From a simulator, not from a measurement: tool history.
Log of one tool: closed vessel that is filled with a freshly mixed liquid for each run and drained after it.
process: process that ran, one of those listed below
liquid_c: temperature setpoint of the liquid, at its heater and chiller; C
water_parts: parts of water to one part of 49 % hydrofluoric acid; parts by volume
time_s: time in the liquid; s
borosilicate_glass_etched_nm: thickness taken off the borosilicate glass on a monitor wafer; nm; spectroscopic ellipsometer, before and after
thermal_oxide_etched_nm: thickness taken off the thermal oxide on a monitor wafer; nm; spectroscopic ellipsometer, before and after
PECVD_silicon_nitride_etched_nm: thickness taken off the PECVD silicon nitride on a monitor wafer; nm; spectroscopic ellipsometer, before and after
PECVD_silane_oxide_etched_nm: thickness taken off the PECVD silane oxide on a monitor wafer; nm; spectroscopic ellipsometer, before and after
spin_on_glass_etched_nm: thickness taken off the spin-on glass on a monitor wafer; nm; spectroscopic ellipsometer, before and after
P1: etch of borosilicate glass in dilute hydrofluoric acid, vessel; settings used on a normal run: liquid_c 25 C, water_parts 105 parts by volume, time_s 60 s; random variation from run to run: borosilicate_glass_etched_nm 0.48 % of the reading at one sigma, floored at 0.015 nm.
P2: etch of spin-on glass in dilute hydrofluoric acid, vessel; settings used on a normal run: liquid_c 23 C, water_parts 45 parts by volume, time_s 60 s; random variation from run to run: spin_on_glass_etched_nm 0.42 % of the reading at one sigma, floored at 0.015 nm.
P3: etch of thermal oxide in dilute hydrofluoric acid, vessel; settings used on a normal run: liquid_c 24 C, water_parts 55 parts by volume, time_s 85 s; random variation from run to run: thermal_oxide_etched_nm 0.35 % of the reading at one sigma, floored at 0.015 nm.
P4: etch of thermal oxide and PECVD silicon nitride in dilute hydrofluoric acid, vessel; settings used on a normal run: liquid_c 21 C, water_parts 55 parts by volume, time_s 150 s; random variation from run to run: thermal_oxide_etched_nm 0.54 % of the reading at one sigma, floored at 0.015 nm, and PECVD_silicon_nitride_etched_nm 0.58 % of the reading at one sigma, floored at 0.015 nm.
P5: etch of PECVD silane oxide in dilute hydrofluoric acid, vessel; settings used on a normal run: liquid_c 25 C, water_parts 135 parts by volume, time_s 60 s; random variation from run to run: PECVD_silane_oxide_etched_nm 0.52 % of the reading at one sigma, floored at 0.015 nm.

run,hour,process,liquid_c,water_parts,time_s,hours since the thermometer was replaced,hours since the hydrofluoric acid flow meter was replaced,borosilicate_glass_etched_nm,thermal_oxide_etched_nm,PECVD_silicon_nitride_etched_nm,PECVD_silane_oxide_etched_nm,spin_on_glass_etched_nm
1,4.4,P1,25,105,60,628.6,793.8,22.839,,,,
2,9.8,P4,21,25,150,634,799.2,,27.226,8.8212,,
3,17.9,P3,24,55,85,642.1,807.3,,7.5364,,,
# hour 23.5: hydrofluoric acid flow meter replaced
4,25.4,P5,30.5,135,60,649.6,1.9,,,,19.665,
5,32.6,P1,21,105,60,656.8,9.1,19.56,,,,
6,36.4,P3,20,55,85,660.6,12.9,,6.3736,,,
7,40.1,P1,25,105,60,664.3,16.6,22.886,,,,
8,46.9,P1,29.5,105,60,671.1,23.4,27.258,,,,
9,50.9,P2,23,45,60,675.1,27.4,,,,,51.334
10,58.1,P1,25,105,60,682.3,34.6,23.186,,,,
11,65.3,P3,24,55,160,689.5,41.8,,14.15,,,
12,71.1,P5,25,135,60,695.3,47.6,,,,15.911,
13,76.6,P3,24,55,85,700.8,53.1,,7.4795,,,
14,80.9,P1,25,105,60,705.1,57.4,22.995,,,,
15,88.1,P1,25,140,60,712.3,64.6,16.489,,,,
16,93.8,P5,25,135,30,718,70.3,,,,8.0365,
17,98.2,P1,25,105,115,722.4,74.7,44.057,,,,
18,102.1,P2,19.5,45,60,726.3,78.6,,,,,44.166
19,109.8,P4,21,55,150,734,86.3,,11.81,4.1295,,
20,114,P2,23,60,60,738.2,90.5,,,,,37.543
21,119.8,P4,29,55,150,744,96.3,,16.349,6.9499,,
22,125.3,P2,23,45,105,749.5,101.8,,,,,89.764
23,133,P3,24,80,85,757.2,109.5,,4.9593,,,
24,138.4,P1,31,105,30,762.6,114.9,14.391,,,,
25,142,P1,25,70,60,766.2,118.5,35.892,,,,
26,149.3,P5,25,70,60,773.5,125.8,,,,33.322,
27,155.9,P1,25,105,60,780.1,132.4,22.829,,,,
28,159.9,P2,23,45,60,784.1,136.4,,,,,51.368
29,166.3,P1,25,105,30,790.5,142.8,11.492,,,,
30,173.8,P4,21,55,30,798,150.3,,2.4148,0.80715,,
31,181.5,P1,25,105,60,805.7,158,23.038,,,,
32,187.2,P1,25,105,60,811.4,163.7,23.741,,,,
33,191.1,P1,25,105,60,815.3,167.6,24.084,,,,
34,198.3,P1,25,105,60,822.5,174.8,24.659,,,,
35,206,P1,25,105,60,830.2,182.5,24.345,,,,
36,211.5,P1,25,105,60,835.7,188,24.587,,,,
37,216,P1,25,105,60,840.2,192.5,24.546,,,,

P1 has crept away from where it was. The log is fitted equally well by each of these 2 causes, at the sizes shown:
A: hydrofluoric acid flow above the setpoint (%) = 5.92
B: liquid hotter than its thermometer reads (K) = 1.68
The onset of the drift is placed at about hour 181.5.

Below are 4 check runs, each on a single wafer, with their results shown as question marks. Which of them would tell the listed causes apart, meaning the causes would give clearly different results under it?
check 1,220.5,P2,23,45,60,,,,,,,?
check 2,220.5,P4,21,55,150,,,,?,?,,
check 3,220.5,P3,24,55,85,,,,?,,,
check 4,220.5,P5,25,135,60,,,,,,?,

Check results expected under each cause:
check,result,if A,if B
check 1,spin_on_glass_etched_nm,54.52,54.99
check 2,thermal_oxide_etched_nm,12.593,12.705
check 2,PECVD_silicon_nitride_etched_nm,4.3579,4.6222
check 3,thermal_oxide_etched_nm,7.9941,8.0496
check 4,PECVD_silane_oxide_etched_nm,17.042,16.993
Separation of the two closest causes in each check, using whichever result separates them best: check 1 0.86 %; check 2 5.89 %; check 3 0.69 %; check 4 0.29 %
The causes can be told apart only by check 2. The other checks would give nearly the same results under each of them.

Check 2 was carried out, with these results: thermal_oxide_etched_nm 12.79 nm; PECVD_silicon_nitride_etched_nm 4.6467 nm. Which of the listed causes is responsible?

The correct cause is B, namely: liquid hotter than its thermometer reads (K).

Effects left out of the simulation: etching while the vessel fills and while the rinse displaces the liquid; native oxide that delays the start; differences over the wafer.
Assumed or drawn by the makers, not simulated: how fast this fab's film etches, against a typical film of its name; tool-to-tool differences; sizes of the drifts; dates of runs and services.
